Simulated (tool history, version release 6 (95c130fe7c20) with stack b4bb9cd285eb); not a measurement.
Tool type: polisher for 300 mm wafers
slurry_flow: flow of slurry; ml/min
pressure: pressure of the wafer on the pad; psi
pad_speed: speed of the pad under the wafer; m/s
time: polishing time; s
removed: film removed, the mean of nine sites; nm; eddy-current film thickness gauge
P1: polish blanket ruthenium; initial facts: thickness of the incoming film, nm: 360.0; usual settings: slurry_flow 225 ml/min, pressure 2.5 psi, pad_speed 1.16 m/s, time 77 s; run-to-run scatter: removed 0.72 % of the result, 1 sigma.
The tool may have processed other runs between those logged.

| run | hour | slurry_flow | pressure | pad_speed | time | wafers polished on this pad | hours since the slurry nozzle was cleaned | hours since the head pressure was calibrated | removed |
|---|---|---|---|---|---|---|---|---|---|
| 1 | 6.4 | 225 | 2.5 | 1.16 | 77 | 249 | 153.2 | 661 | 113.55 |
| 2 | 13.3 | 135 | 2.5 | 1.16 | 77 | 285 | 160.1 | 667.9 | 105.88 |
| 3 | 20.4 | 225 | 2.5 | 1.16 | 77 | 323 | 167.2 | 675 | 115.15 |
| 4 | 26.8 | 225 | 2.5 | 1.16 | 35 | 356 | 173.6 | 681.4 | 51.458 |
| 5 | 31.1 | 225 | 1.1 | 1.16 | 77 | 379 | 177.9 | 685.7 | 49.671 |
| 6 | 34.4 | 225 | 2.5 | 1.16 | 77 | 396 | 181.2 | 689 | 112.73 |
| 7 | 39 | 170 | 2.5 | 0.76 | 77 | 420 | 185.8 | 693.6 | 70.839 |
| 8 | 44.7 | 225 | 3.9 | 1.16 | 77 | 450 | 191.5 | 699.3 | 176.44 |
| 9 | 51 | 225 | 2.5 | 1.16 | 101 | 484 | 197.8 | 705.6 | 150.04 |
| 10 | 57.5 | 225 | 1.5 | 0.54 | 77 | 518 | 204.3 | 712.1 | 31.8 |
| 11 | 63 | 225 | 2.5 | 1.76 | 77 | 547 | 209.8 | 717.6 | 171.24 |
| 12 | 66.2 | 225 | 2.5 | 1.16 | 77 | 563 | 213 | 720.8 | 113.73 |
| 13 | 69.8 | 225 | 2.5 | 1.16 | 77 | 582 | 216.6 | 724.4 | 113.5 |
| 14 | 73.4 | 135 | 2.5 | 1.56 | 77 | 601 | 220.2 | 728 | 142.58 |
|  | 74.9 | slurry nozzle cleaned |
| 15 | 77.6 | 225 | 2.5 | 0.56 | 77 | 623 | 2.8 | 732.2 | 55.091 |
| 16 | 83.1 | 345 | 2.5 | 1.16 | 77 | 652 | 8.3 | 737.7 | 120.7 |
| 17 | 89.3 | 225 | 2.5 | 1.16 | 77 | 685 | 14.5 | 743.9 | 113.23 |
| 18 | 93.8 | 225 | 2.5 | 1.16 | 77 | 709 | 19 | 748.4 | 111.83 |
| 19 | 100.2 | 225 | 2.5 | 1.16 | 77 | 742 | 25.4 | 754.8 | 109.73 |
| 20 | 105 | 225 | 2.5 | 1.16 | 77 | 768 | 30.2 | 759.6 | 108.27 |
|  | 107.4 | head pressure recalibrated |
| 21 | 108.6 | 225 | 2.5 | 1.16 | 77 | 787 | 33.8 | 1.2 | 107.23 |
| 22 | 114.8 | 225 | 2.5 | 1.16 | 77 | 819 | 40 | 7.4 | 107.27 |
| 23 | 120.8 | 225 | 2.5 | 1.16 | 77 | 851 | 46 | 13.4 | 106.12 |

P1 no longer gives what it gave before; its output has crept away from where it was. The following 2 causes, each at its listed size, fit the log equally well:
A: slurry flow missing at the pad, % = 34.7
B: removal rate lost through wear of the pad, % = 6.01
At approximately hour 89.3, the process output began to creep.
Each remaining cause and why it is not a fit:
head's pressure below its setpoint, %: serviced at hour 107.4, which brought nothing back

Below are 4 check runs, each averaged over 5 wafers, with their results shown as question marks. Which of them would give clearly different results depending on which cause is behind the drift?
| check 1 | 126.8 | 225 | 3.8 | 1.72 | 77 |  |  |  | ? |
| check 2 | 126.8 | 160 | 1.2 | 1.16 | 77 |  |  |  | ? |
| check 3 | 126.8 | 225 | 3.9 | 0.58 | 77 |  |  |  | ? |
| check 4 | 126.8 | 225 | 3.8 | 1.44 | 77 |  |  |  | ? |

Outcome of each check run for each possible cause:
| check | result | if A | if B |
|---|---|---|---|
| check 1 | removed | 241.02 | 241.01 |
| check 2 | removed | 47.842 | 48.947 |
| check 3 | removed | 83.411 | 83.411 |
| check 4 | removed | 201.78 | 201.78 |
Separation of the two closest causes in each check, using whichever result separates them best: check 1 0 %; check 2 2.28 %; check 3 0 %; check 4 0 %
The other checks would show nearly matching results whichever cause is true, so check 2 is the only one that separates the causes.

Running check 2 produced the following: removed 47.896 nm. Which one of the listed causes fits?

It was cause A: slurry flow missing at the pad, %.
